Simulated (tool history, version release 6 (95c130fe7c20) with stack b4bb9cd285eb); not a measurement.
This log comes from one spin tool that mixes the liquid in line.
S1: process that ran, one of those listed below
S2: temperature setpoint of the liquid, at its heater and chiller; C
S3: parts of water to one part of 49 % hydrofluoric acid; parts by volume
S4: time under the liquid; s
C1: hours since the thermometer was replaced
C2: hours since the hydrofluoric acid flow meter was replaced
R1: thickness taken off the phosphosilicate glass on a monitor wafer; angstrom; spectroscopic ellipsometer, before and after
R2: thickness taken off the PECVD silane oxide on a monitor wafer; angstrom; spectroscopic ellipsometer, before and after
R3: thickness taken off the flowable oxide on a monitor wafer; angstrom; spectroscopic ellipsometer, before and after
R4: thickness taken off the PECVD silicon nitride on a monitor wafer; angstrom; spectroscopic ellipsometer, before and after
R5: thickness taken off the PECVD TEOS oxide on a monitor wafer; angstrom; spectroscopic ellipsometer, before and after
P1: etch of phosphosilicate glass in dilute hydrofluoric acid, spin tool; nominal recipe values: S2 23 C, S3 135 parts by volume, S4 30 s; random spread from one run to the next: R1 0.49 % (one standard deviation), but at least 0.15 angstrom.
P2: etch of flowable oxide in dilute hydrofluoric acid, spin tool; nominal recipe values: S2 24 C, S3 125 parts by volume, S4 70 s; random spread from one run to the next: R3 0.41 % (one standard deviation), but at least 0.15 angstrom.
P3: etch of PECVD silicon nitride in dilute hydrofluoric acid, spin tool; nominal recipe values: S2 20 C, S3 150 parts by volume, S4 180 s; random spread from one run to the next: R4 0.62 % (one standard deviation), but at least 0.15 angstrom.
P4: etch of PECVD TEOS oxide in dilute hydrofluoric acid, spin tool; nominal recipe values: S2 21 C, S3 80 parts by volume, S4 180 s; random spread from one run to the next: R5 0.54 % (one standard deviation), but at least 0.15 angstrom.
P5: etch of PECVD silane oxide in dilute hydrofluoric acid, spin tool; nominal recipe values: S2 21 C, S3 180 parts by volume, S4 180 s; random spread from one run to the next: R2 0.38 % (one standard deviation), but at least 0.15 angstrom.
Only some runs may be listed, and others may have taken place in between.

{"run": 1, "hour": 14.2, "S1": "P1", "S2": 23, "S3": 135, "S4": 30, "C1": 866, "C2": 520.9, "R1": 211.59}
{"run": 2, "hour": 26.5, "S1": "P5", "S2": 21, "S3": 180, "S4": 180, "C1": 878.3, "C2": 533.2, "R2": 204.29}
{"run": 3, "hour": 36.6, "S1": "P1", "S2": 23, "S3": 135, "S4": 30, "C1": 888.4, "C2": 543.3, "R1": 211.03}
{"run": 4, "hour": 51.6, "S1": "P1", "S2": 23, "S3": 30, "S4": 30, "C1": 903.4, "C2": 558.3, "R1": 1091.5}
{"hour": 58.2, "done": "thermometer replaced"}
{"run": 5, "hour": 66.7, "S1": "P2", "S2": 24, "S3": 125, "S4": 70, "C1": 8.5, "C2": 573.4, "R3": 171.37}
{"run": 6, "hour": 80.3, "S1": "P3", "S2": 20, "S3": 230, "S4": 180, "C1": 22.1, "C2": 587, "R4": 25.344}
{"run": 7, "hour": 89.2, "S1": "P4", "S2": 21, "S3": 125, "S4": 180, "C1": 31, "C2": 595.9, "R5": 108.23}
{"run": 8, "hour": 101.7, "S1": "P3", "S2": 28.5, "S3": 150, "S4": 180, "C1": 43.5, "C2": 608.4, "R4": 66.21}
{"run": 9, "hour": 113.4, "S1": "P1", "S2": 29, "S3": 135, "S4": 30, "C1": 55.2, "C2": 620.1, "R1": 265.58}
{"run": 10, "hour": 128.0, "S1": "P3", "S2": 20, "S3": 150, "S4": 180, "C1": 69.8, "C2": 634.7, "R4": 38.415}
{"run": 11, "hour": 141.8, "S1": "P4", "S2": 21, "S3": 80, "S4": 100, "C1": 83.6, "C2": 648.5, "R5": 98.824}
{"run": 12, "hour": 154.7, "S1": "P4", "S2": 27.5, "S3": 80, "S4": 180, "C1": 96.5, "C2": 661.4, "R5": 230.16}
{"run": 13, "hour": 169.5, "S1": "P1", "S2": 28.5, "S3": 210, "S4": 30, "C1": 111.3, "C2": 676.2, "R1": 154.37}
{"run": 14, "hour": 182.8, "S1": "P1", "S2": 23, "S3": 135, "S4": 30, "C1": 124.6, "C2": 689.5, "R1": 214.73}
{"run": 15, "hour": 196.7, "S1": "P1", "S2": 23, "S3": 135, "S4": 30, "C1": 138.5, "C2": 703.4, "R1": 212.28}
{"run": 16, "hour": 210.6, "S1": "P5", "S2": 21, "S3": 75, "S4": 180, "C1": 152.4, "C2": 717.3, "R2": 552.33}
{"run": 17, "hour": 226.4, "S1": "P2", "S2": 24, "S3": 40, "S4": 70, "C1": 168.2, "C2": 733.1, "R3": 596.51}
{"run": 18, "hour": 236.3, "S1": "P3", "S2": 20, "S3": 150, "S4": 45, "C1": 178.1, "C2": 743, "R4": 9.7356}
{"run": 19, "hour": 250.9, "S1": "P1", "S2": 23, "S3": 225, "S4": 30, "C1": 192.7, "C2": 757.6, "R1": 115.08}
{"run": 20, "hour": 260.3, "S1": "P1", "S2": 23, "S3": 135, "S4": 45, "C1": 202.1, "C2": 767, "R1": 320.46}
{"run": 21, "hour": 275.0, "S1": "P1", "S2": 18, "S3": 135, "S4": 30, "C1": 216.8, "C2": 781.7, "R1": 174.54}
{"run": 22, "hour": 286.8, "S1": "P1", "S2": 23, "S3": 135, "S4": 30, "C1": 228.6, "C2": 793.5, "R1": 213.26}
{"run": 23, "hour": 301.1, "S1": "P3", "S2": 20, "S3": 150, "S4": 180, "C1": 242.9, "C2": 807.8, "R4": 38.506}
{"run": 24, "hour": 316.1, "S1": "P1", "S2": 23, "S3": 135, "S4": 15, "C1": 257.9, "C2": 822.8, "R1": 106.11}
{"run": 25, "hour": 332.3, "S1": "P1", "S2": 23, "S3": 135, "S4": 30, "C1": 274.1, "C2": 839, "R1": 211.85}
{"run": 26, "hour": 344.2, "S1": "P4", "S2": 21, "S3": 80, "S4": 180, "C1": 286, "C2": 850.9, "R5": 177.7}
{"run": 27, "hour": 361.1, "S1": "P2", "S2": 29.5, "S3": 125, "S4": 70, "C1": 302.9, "C2": 867.8, "R3": 212.72}
{"run": 28, "hour": 374.6, "S1": "P5", "S2": 21, "S3": 180, "S4": 280, "C1": 316.4, "C2": 881.3, "R2": 318.8}
{"hour": 388.4, "done": "hydrofluoric acid flow meter replaced"}
{"run": 29, "hour": 391.1, "S1": "P2", "S2": 24, "S3": 125, "S4": 40, "C1": 332.9, "C2": 2.7, "R3": 98.449}
{"run": 30, "hour": 399.3, "S1": "P5", "S2": 25.5, "S3": 180, "S4": 180, "C1": 341.1, "C2": 10.9, "R2": 241.14}
{"run": 31, "hour": 416.6, "S1": "P5", "S2": 21, "S3": 180, "S4": 180, "C1": 358.4, "C2": 28.2, "R2": 205.51}
{"run": 32, "hour": 434.4, "S1": "P2", "S2": 24, "S3": 125, "S4": 70, "C1": 376.2, "C2": 46, "R3": 172.98}
{"run": 33, "hour": 451.9, "S1": "P1", "S2": 23, "S3": 135, "S4": 30, "C1": 393.7, "C2": 63.5, "R1": 212.23}
{"run": 34, "hour": 464.7, "S1": "P1", "S2": 23, "S3": 135, "S4": 30, "C1": 406.5, "C2": 76.3, "R1": 206.68}
{"run": 35, "hour": 474.0, "S1": "P1", "S2": 23, "S3": 135, "S4": 30, "C1": 415.8, "C2": 85.6, "R1": 203.94}
{"run": 36, "hour": 487.5, "S1": "P1", "S2": 23, "S3": 135, "S4": 30, "C1": 429.3, "C2": 99.1, "R1": 201}
{"run": 37, "hour": 495.4, "S1": "P1", "S2": 23, "S3": 135, "S4": 30, "C1": 437.2, "C2": 107, "R1": 199.94}
{"run": 38, "hour": 504.1, "S1": "P1", "S2": 23, "S3": 135, "S4": 30, "C1": 445.9, "C2": 115.7, "R1": 197.13}
{"run": 39, "hour": 518.7, "S1": "P1", "S2": 23, "S3": 135, "S4": 30, "C1": 460.5, "C2": 130.3, "R1": 196.69}
{"run": 40, "hour": 536.5, "S1": "P1", "S2": 23, "S3": 135, "S4": 30, "C1": 478.3, "C2": 148.1, "R1": 194.35}
{"run": 41, "hour": 545.0, "S1": "P1", "S2": 23, "S3": 135, "S4": 30, "C1": 486.8, "C2": 156.6, "R1": 196.13}
{"run": 42, "hour": 559.2, "S1": "P1", "S2": 23, "S3": 135, "S4": 30, "C1": 501, "C2": 170.8, "R1": 193.73}
{"run": 43, "hour": 570.3, "S1": "P1", "S2": 23, "S3": 135, "S4": 30, "C1": 512.1, "C2": 181.9, "R1": 193.92}

What P1 gives has crept off from where it sat before. The 2 causes that follow fit the log equally well, each at the size noted:
A: liquid colder than its thermometer reads (K) = 2.21
B: hydrofluoric acid flow below the setpoint (%) = 7.22
The gradual shift began around hour 451.9.

Below are 4 check runs, each on a single wafer, with their results shown as question marks. Which of them would tell the listed causes apart, meaning the causes would give clearly different results under it?
{"run": "check 1", "hour": 581.4, "S1": "P2", "S2": 24, "S3": 125, "S4": 70, "R3": "?"}
{"run": "check 2", "hour": 581.4, "S1": "P4", "S2": 21, "S3": 80, "S4": 180, "R5": "?"}
{"run": "check 3", "hour": 581.4, "S1": "P3", "S2": 20, "S3": 150, "S4": 180, "R4": "?"}
{"run": "check 4", "hour": 581.4, "S1": "P5", "S2": 21, "S3": 180, "S4": 180, "R2": "?"}

Predicted outcomes, by check and by cause:
check=check_1 result=R3 if_A=157.87 if_B=157.95
check=check_2 result=R5 if_A=162.41 if_B=164
check=check_3 result=R4 if_A=33.155 if_B=35.776
check=check_4 result=R2 if_A=187.39 if_B=186.87
Per-check spread between the two closest causes, in the result where they differ most: check 1 0.05 %; check 2 0.97 %; check 3 7.61 %; check 4 0.28 %
Only check 3 tells the causes apart: in the others they would give nearly the same result.

After running check 3, the following was obtained: R4 35.847 angstrom. Which cause does this point to?

Of the candidate causes, it is B: hydrofluoric acid flow below the setpoint (%).

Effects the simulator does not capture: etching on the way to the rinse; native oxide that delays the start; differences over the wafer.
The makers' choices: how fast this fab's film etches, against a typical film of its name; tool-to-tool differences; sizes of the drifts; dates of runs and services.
